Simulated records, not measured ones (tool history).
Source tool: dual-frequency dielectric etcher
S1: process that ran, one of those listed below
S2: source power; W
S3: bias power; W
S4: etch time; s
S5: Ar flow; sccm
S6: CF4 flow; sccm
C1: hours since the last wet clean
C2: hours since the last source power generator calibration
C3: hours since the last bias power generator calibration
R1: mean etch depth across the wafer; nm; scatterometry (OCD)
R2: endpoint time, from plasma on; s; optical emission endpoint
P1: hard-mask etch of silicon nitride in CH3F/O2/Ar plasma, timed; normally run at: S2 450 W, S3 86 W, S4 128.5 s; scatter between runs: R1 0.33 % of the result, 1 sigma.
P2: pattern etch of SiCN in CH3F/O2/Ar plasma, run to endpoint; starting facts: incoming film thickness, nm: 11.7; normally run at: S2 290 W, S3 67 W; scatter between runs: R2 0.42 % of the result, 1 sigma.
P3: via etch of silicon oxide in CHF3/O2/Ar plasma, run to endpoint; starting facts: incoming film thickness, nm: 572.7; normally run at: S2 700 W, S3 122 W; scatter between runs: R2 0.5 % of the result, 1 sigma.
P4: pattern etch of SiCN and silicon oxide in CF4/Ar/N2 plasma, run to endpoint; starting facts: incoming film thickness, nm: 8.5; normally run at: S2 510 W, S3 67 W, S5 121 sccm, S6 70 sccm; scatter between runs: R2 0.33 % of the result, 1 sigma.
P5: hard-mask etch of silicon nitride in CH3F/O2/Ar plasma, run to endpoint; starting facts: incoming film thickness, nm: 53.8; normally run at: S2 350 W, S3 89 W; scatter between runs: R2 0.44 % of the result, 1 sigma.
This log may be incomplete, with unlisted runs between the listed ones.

run,day,S1,S2,S3,S4,S5,S6,C1,C2,C3,R1,R2
1,0.300,P1,450,86,128.5,,,369.8,537.5,806.4,98.634,
2,0.596,P2,220,67,,,,376.9,544.6,813.5,,39.9090
3,0.808,P2,290,67,,,,382.0,549.7,818.6,,35.6290
4,1.150,P5,350,89,,,,390.2,557.9,826.8,,77.2950
5,1.433,P1,450,86,128.5,,,397.0,564.7,833.6,98.587,
6,1.762,P3,700,167,,,,404.9,572.6,841.5,,281.8500
7,1.933,P1,350,86,128.5,,,409.0,576.7,845.6,90.069,
8,2.129,P1,450,86,128.5,,,413.7,581.4,850.3,98.877,
9,2.296,P1,450,86,94.5,,,417.7,585.4,854.3,72.359,
10,2.600,P1,450,86,128.5,,,425.0,592.7,861.6,98.617,
11,2.908,P1,360,86,171.5,,,432.4,600.1,869.0,120.880,
12,3.242,P4,510,67,,121,49,440.4,608.1,877.0,,10.1460
13,3.412,P2,290,67,,,,444.5,612.2,881.1,,36.0450
14,3.571,P1,450,86,177.5,,,448.3,616.0,884.9,136.220,
15,3.762,P1,450,86,128.5,,,452.9,620.6,889.5,98.848,
16,3.912,P1,450,51,128.5,,,456.5,624.2,893.1,83.177,
17,4.075,P2,290,39,,,,460.4,628.1,897.0,,42.8530
18,4.325,P4,340,67,,121,70,466.4,634.1,903.0,,13.7010
19,4.617,P1,450,86,128.5,,,473.4,641.1,910.0,98.538,
20,4.808,P1,450,121,128.5,,,478.0,645.7,914.6,111.910,
# day 5.071: wet clean of the chamber
21,5.142,P3,700,122,,,,1.7,653.7,922.6,,313.7300
22,5.433,P4,510,67,,163,70,8.7,660.7,929.6,,10.0270
23,5.742,P5,260,89,,,,16.1,668.1,937.0,,86.1360
24,5.979,P3,870,122,,,,21.8,673.8,942.7,,286.4100
25,6.308,P1,610,86,128.5,,,29.7,681.7,950.6,110.520,
26,6.475,P5,350,89,,,,33.7,685.7,954.6,,77.5340
27,6.750,P5,350,107,,,,40.3,692.3,961.2,,71.9650
28,7.017,P1,450,111,179.5,,,46.7,698.7,967.6,152.570,
29,7.238,P4,510,54,,121,70,52.0,704.0,972.9,,10.2880
30,7.512,P4,510,67,,121,70,58.6,710.6,979.5,,9.5216
31,7.792,P1,450,86,128.5,,,65.3,717.3,986.2,99.064,
32,8.025,P1,450,86,128.5,,,70.9,722.9,991.8,99.838,
33,8.196,P1,450,86,128.5,,,75.0,727.0,995.9,99.868,
34,8.408,P1,450,86,128.5,,,80.1,732.1,1001.0,100.190,
35,8.608,P1,450,86,128.5,,,84.9,736.9,1005.8,100.580,
# day 8.762: wet clean of the chamber
36,8.875,P1,450,86,128.5,,,2.8,743.3,1012.2,99.996,
37,9.196,P1,450,86,128.5,,,10.5,751.0,1019.9,101.090,
38,9.408,P1,450,86,128.5,,,15.6,756.1,1025.0,100.870,

P1 has crept away from where it was. The log is fitted equally well by each of these 2 causes, at the sizes shown:
A: bias power that arrives over what is set, % = 4.76
B: source power that arrives over what is set, % = 4.49
Onset of the creep was near day 7.792.
Ruled out, with reasons:
chamber walls in a state that raises the etch rate, %: serviced at day 8.762, which brought nothing back

Of the 4 check runs below, each run on 2 wafers with the results averaged and each result still a question mark, which one would tell the listed causes apart?
check 1,9.621,P4,510,67,,121,70,,,,,?
check 2,9.621,P3,700,122,,,,,,,,?
check 3,9.621,P5,350,89,,,,,,,,?
check 4,9.621,P2,290,67,,,,,,,,?

What every check run would give for each of its results, assuming each possible cause in turn:
check,result,if A,if B
check 1,R2,9.4121,9.1991
check 2,R2,306.8400,305.9000
check 3,R2,75.9940,76.0320
check 4,R2,35.2420,35.2480
Smallest distance between any two causes, each pair judged by its most separating result, in per cent: check 1 2.29 %; check 2 0.3 %; check 3 0.05 %; check 4 0.02 %
Only check 1 tells the causes apart: in the others they would give nearly the same result.

Check 1 was carried out, with these results: R2 9.2037 s. Which of the listed causes is responsible?

It is B: source power that arrives over what is set, %.

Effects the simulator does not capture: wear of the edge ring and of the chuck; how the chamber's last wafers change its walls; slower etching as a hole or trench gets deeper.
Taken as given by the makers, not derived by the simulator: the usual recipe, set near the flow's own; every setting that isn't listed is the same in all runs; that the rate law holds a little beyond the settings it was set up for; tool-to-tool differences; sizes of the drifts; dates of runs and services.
